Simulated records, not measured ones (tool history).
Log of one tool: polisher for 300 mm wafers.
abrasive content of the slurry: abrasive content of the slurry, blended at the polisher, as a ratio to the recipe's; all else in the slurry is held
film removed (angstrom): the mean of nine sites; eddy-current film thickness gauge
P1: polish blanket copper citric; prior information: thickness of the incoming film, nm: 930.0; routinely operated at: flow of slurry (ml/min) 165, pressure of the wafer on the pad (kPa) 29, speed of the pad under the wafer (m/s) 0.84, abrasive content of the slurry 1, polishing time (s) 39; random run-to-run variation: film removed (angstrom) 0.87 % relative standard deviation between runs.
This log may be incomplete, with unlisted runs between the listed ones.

| run | hour | flow of slurry (ml/min) | pressure of the wafer on the pad (kPa) | speed of the pad under the wafer (m/s) | abrasive content of the slurry | polishing time (s) | wafers polished on this pad | hours since the slurry nozzle was cleaned | hours since the head pressure was calibrated | hours since the slurry blender was calibrated | film removed (angstrom) |
|---|---|---|---|---|---|---|---|---|---|---|---|
| 1 | 11.6 | 165 | 29 | 0.84 | 1 | 39 | 220 | 82.7 | 786.3 | 36.5 | 856.61 |
| 2 | 24.7 | 165 | 29 | 0.84 | 1 | 62 | 351 | 95.8 | 799.4 | 49.6 | 1384.9 |
| 3 | 34.1 | 165 | 29 | 0.84 | 1 | 39 | 444 | 105.2 | 808.8 | 59 | 870.4 |
| 4 | 41.6 | 165 | 29 | 0.52 | 1 | 39 | 519 | 112.7 | 816.3 | 66.5 | 541.21 |
| 5 | 52.5 | 165 | 29 | 0.84 | 1 | 39 | 627 | 123.6 | 827.2 | 77.4 | 866.52 |
| 6 | 67.2 | 165 | 29 | 0.84 | 1.45 | 39 | 773 | 138.3 | 841.9 | 92.1 | 934.14 |
| 7 | 74.4 | 165 | 42.1 | 0.84 | 1 | 39 | 845 | 145.5 | 849.1 | 99.3 | 1245.3 |
| 8 | 84 | 165 | 15.9 | 0.84 | 1 | 39 | 941 | 155.1 | 858.7 | 108.9 | 486.49 |
| 9 | 98.5 | 225 | 15.2 | 0.84 | 1 | 39 | 1085 | 169.6 | 873.2 | 123.4 | 478.67 |
| 10 | 113.6 | 165 | 29 | 0.84 | 0.55 | 39 | 1235 | 184.7 | 888.3 | 138.5 | 761.33 |
| 11 | 127.3 | 165 | 39.3 | 0.84 | 0.6 | 39 | 1371 | 198.4 | 902 | 152.2 | 1060.2 |
| 12 | 140.2 | 100 | 29 | 0.84 | 1 | 39 | 1500 | 211.3 | 914.9 | 165.1 | 784.6 |
|  | 147.9 | worn pad replaced by a new one |
| 13 | 148.6 | 235 | 29 | 0.84 | 1 | 39 | 7 | 219.7 | 923.3 | 173.5 | 915.65 |
| 14 | 164.3 | 165 | 29 | 0.84 | 1 | 24 | 163 | 235.4 | 939 | 189.2 | 524.34 |
| 15 | 174.4 | 165 | 29 | 0.84 | 1 | 39 | 264 | 245.5 | 949.1 | 199.3 | 868.71 |
| 16 | 188.9 | 165 | 29 | 0.84 | 1 | 39 | 408 | 260 | 963.6 | 213.8 | 862.93 |
| 17 | 202 | 165 | 29 | 0.84 | 1 | 39 | 538 | 273.1 | 976.7 | 226.9 | 856.82 |
| 18 | 214.3 | 165 | 40.7 | 0.52 | 1 | 39 | 661 | 285.4 | 989 | 239.2 | 755.31 |
| 19 | 227.7 | 165 | 29 | 1.28 | 1 | 39 | 794 | 298.8 | 1002.4 | 252.6 | 1326.6 |
| 20 | 240.2 | 165 | 29 | 0.84 | 1 | 39 | 918 | 311.3 | 1014.9 | 265.1 | 870.14 |
| 21 | 252.1 | 165 | 29 | 0.84 | 1 | 39 | 1037 | 323.2 | 1026.8 | 277 | 849.86 |
| 22 | 265.3 | 165 | 29 | 0.84 | 1 | 39 | 1168 | 336.4 | 1040 | 290.2 | 839.74 |
| 23 | 274 | 165 | 29 | 0.84 | 1 | 39 | 1255 | 345.1 | 1048.7 | 298.9 | 845.06 |
| 24 | 289.4 | 165 | 29 | 0.84 | 1 | 39 | 1408 | 360.5 | 1064.1 | 314.3 | 812.41 |
| 25 | 301 | 165 | 29 | 0.84 | 1 | 39 | 1523 | 372.1 | 1075.7 | 325.9 | 824.14 |
|  | 310.6 | worn pad replaced by a new one |
|  | 313.4 | slurry blender recalibrated |
| 26 | 316.1 | 165 | 29 | 0.84 | 1 | 39 | 55 | 387.2 | 1090.8 | 2.8 | 819.82 |
| 27 | 323.5 | 165 | 29 | 0.84 | 1 | 39 | 128 | 394.6 | 1098.2 | 10.2 | 803.62 |
| 28 | 333 | 165 | 29 | 0.84 | 1 | 39 | 223 | 404.1 | 1107.7 | 19.7 | 812.69 |
| 29 | 346.5 | 165 | 29 | 0.84 | 1 | 39 | 357 | 417.6 | 1121.2 | 33.2 | 800.11 |
| 30 | 360 | 165 | 29 | 0.84 | 1 | 39 | 492 | 431.1 | 1134.7 | 46.7 | 820.63 |

What P1 gives has crept away from where it was. These 2 causes fit the log equally well, each at the size given:
A: head's pressure below its setpoint, % = 5.88
B: slurry flow missing at the pad, % = 27.5
Onset of the creep was near hour 240.2.
Other possible causes, and why each is ruled out:
removal rate lost through wear of the pad, %: serviced at hour 310.6, after the drift had started, without restoring the earlier output
abrasive missing from the slurry, %: serviced at hour 313.4, after the drift had started, without restoring the earlier output

The 4 check runs listed below each average the results of 5 wafers, and their outcomes are marked with question marks. Under which run would the listed causes produce clearly different results?
| check 1 | 373.5 | 100 | 29 | 0.84 | 0.6 | 39 |  |  |  |  | ? |
| check 2 | 373.5 | 165 | 29 | 0.84 | 1.4 | 51 |  |  |  |  | ? |
| check 3 | 373.5 | 165 | 39.3 | 0.84 | 1 | 39 |  |  |  |  | ? |
| check 4 | 373.5 | 165 | 29 | 1.14 | 1 | 61 |  |  |  |  | ? |

Predicted outcomes, by check and by cause:
| check | result | if A | if B |
|---|---|---|---|
| check 1 | film removed (angstrom) | 662.81 | 640.99 |
| check 2 | film removed (angstrom) | 1147.4 | 1147.2 |
| check 3 | film removed (angstrom) | 1100 | 1100.2 |
| check 4 | film removed (angstrom) | 1720.5 | 1720.9 |
Separation of the two closest causes in each check, using whichever result separates them best: check 1 3.35 %; check 2 0.01 %; check 3 0.02 %; check 4 0.02 %
Check 1 tells the causes apart: in the others they would give nearly the same result.

Check 1 has now been run. It gave: film removed (angstrom) 664.07. Which of the candidate causes is it?

A is the cause: head's pressure below its setpoint, %.
